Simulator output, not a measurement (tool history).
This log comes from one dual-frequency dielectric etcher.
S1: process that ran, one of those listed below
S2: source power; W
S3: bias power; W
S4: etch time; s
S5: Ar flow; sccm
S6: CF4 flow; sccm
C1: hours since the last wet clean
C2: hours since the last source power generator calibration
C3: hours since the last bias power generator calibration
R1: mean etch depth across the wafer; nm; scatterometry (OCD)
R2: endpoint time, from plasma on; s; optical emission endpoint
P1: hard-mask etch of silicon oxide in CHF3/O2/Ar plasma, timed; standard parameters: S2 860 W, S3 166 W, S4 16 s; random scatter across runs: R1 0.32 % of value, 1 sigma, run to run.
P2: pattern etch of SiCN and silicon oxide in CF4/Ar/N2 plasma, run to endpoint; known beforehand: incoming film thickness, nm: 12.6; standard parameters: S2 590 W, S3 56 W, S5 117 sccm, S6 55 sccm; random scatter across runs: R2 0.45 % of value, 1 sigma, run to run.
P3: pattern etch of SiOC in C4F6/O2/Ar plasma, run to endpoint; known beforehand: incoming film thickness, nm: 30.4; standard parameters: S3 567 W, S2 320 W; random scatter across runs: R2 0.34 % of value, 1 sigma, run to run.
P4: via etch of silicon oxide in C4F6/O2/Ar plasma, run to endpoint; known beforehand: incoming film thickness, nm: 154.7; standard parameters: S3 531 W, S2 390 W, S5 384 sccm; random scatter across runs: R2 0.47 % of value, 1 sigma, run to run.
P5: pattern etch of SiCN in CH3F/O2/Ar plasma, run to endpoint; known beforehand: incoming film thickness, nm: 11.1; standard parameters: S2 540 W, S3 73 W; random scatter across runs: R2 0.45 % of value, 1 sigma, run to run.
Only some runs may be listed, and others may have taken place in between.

run,hour,S1,S2,S3,S4,S5,S6,C1,C2,C3,R1,R2
1,10.7,P1,860,166,16,,,84.1,1806.9,2087.1,35.745,
2,21.4,P2,590,56,,117,42,94.8,1817.6,2097.8,,13.63
3,27.1,P3,320,567,,,,100.5,1823.3,2103.5,,10.4
4,33,P1,860,166,16,,,106.4,1829.2,2109.4,35.595,
5,40.5,P1,1210,220,16,,,113.9,1836.7,2116.9,44.577,
# hour 45.9: source power generator calibrated
6,47.8,P4,390,531,,266,,121.2,2,2124.2,,33.519
7,55.6,P1,1050,102,16,,,129,9.8,2132,33.389,
8,61.6,P1,860,124,16,,,135,15.8,2138,32.641,
9,67.5,P2,590,42,,117,55,140.9,21.7,2143.9,,14.356
# hour 68.5: wet clean of the chamber
10,74.6,P1,860,166,16,,,6.1,28.8,2151,35.686,
11,83.4,P4,390,324,,384,,14.9,37.6,2159.8,,41.428
12,90.6,P1,860,217,16,,,22.1,44.8,2167,39.1,
13,96.7,P2,590,56,,73,55,28.2,50.9,2173.1,,12.084
14,106.5,P3,380,567,,,,38,60.7,2182.9,,9.7545
15,115.6,P1,860,166,16,,,47.1,69.8,2192,35.612,
16,122.1,P3,320,567,,,,53.6,76.3,2198.5,,10.303
17,127,P5,540,73,,,,58.5,81.2,2203.4,,26.972
18,134.2,P2,800,56,,117,55,65.7,88.4,2210.6,,9.9211
19,142.5,P1,860,166,11,,,74,96.7,2218.9,24.623,
20,148.1,P1,860,166,16,,,79.6,102.3,2224.5,35.732,
21,156.6,P1,590,166,16,,,88.1,110.8,2233,30.94,
22,162.6,P1,860,166,20,,,94.1,116.8,2239,44.662,
23,167.9,P1,1170,166,16,,,99.4,122.1,2244.3,40.189,
24,173.4,P3,320,746,,,,104.9,127.6,2249.8,,9.2519
25,182.7,P5,540,43,,,,114.2,136.9,2259.1,,31.716
26,192.9,P4,390,531,,384,,124.4,147.1,2269.3,,34.768
27,198.3,P4,500,531,,384,,129.8,152.5,2274.7,,31.699
28,203.3,P2,590,56,,117,55,134.8,157.5,2279.7,,12.948
29,208.1,P1,860,226,19.5,,,139.6,162.3,2284.5,48.378,
30,213.6,P1,860,166,16,,,145.1,167.8,2290,35.868,
31,221.3,P5,730,73,,,,152.8,175.5,2297.7,,24.009
32,229.5,P5,540,73,,,,161,183.7,2305.9,,26.746
33,235.3,P1,860,166,16,,,166.8,189.5,2311.7,35.824,
34,243.3,P1,860,166,16,,,174.8,197.5,2319.7,35.577,
35,251.6,P1,860,166,16,,,183.1,205.8,2328,35.522,
36,260.7,P1,860,166,16,,,192.2,214.9,2337.1,35.207,
37,269.3,P1,860,166,16,,,200.8,223.5,2345.7,35.177,
# hour 273.8: wet clean of the chamber
38,274.3,P1,860,166,16,,,0.5,228.5,2350.7,34.93,
39,279.4,P1,860,166,16,,,5.6,233.6,2355.8,35.097,
40,286.3,P1,860,166,16,,,12.5,240.5,2362.7,35.205,
41,296.5,P1,860,166,16,,,22.7,250.7,2372.9,35.169,
42,304.5,P1,860,166,16,,,30.7,258.7,2380.9,35.078,

The output of P1 has drifted from where it used to be. Each of the 2 causes below, taken at the size shown beside it, accounts for the log equally well:
A: source power that arrives under what is set, % = 4.03
B: bias power that arrives under what is set, % = 4.85
The process output started creeping at around hour 235.3.
What rules out each remaining cause:
chamber walls in a state that lowers the etch rate, %: was serviced at hour 273.8, once the creep was under way, yet the earlier output never came back

Below are 4 check runs, each averaged over 3 wafers, with their results shown as question marks. Which of them would give clearly different results depending on which cause is behind the drift?
check 1,312.5,P2,690,56,,117,55,,,,,?
check 2,312.5,P5,650,46,,,,,,,,?
check 3,312.5,P3,370,744,,,,,,,,?
check 4,312.5,P4,450,377,,384,,,,,,?

Outcome of each check run for each possible cause:
check,result,if A,if B
check 1,R2,11.741,11.507
check 2,R2,29.503,29.464
check 3,R2,8.9647,9.0066
check 4,R2,37.844,37.928
Gap, in per cent, between the two causes that each check separates least, read from the result that separates them most: check 1 2.01 %; check 2 0.13 %; check 3 0.47 %; check 4 0.22 %
The other checks would show nearly matching results whichever cause is true, so check 1 is the only one that separates the causes.

After running check 1, the following was obtained: R2 11.527 s. Which cause does this point to?

The correct cause is B, namely: bias power that arrives under what is set, %.

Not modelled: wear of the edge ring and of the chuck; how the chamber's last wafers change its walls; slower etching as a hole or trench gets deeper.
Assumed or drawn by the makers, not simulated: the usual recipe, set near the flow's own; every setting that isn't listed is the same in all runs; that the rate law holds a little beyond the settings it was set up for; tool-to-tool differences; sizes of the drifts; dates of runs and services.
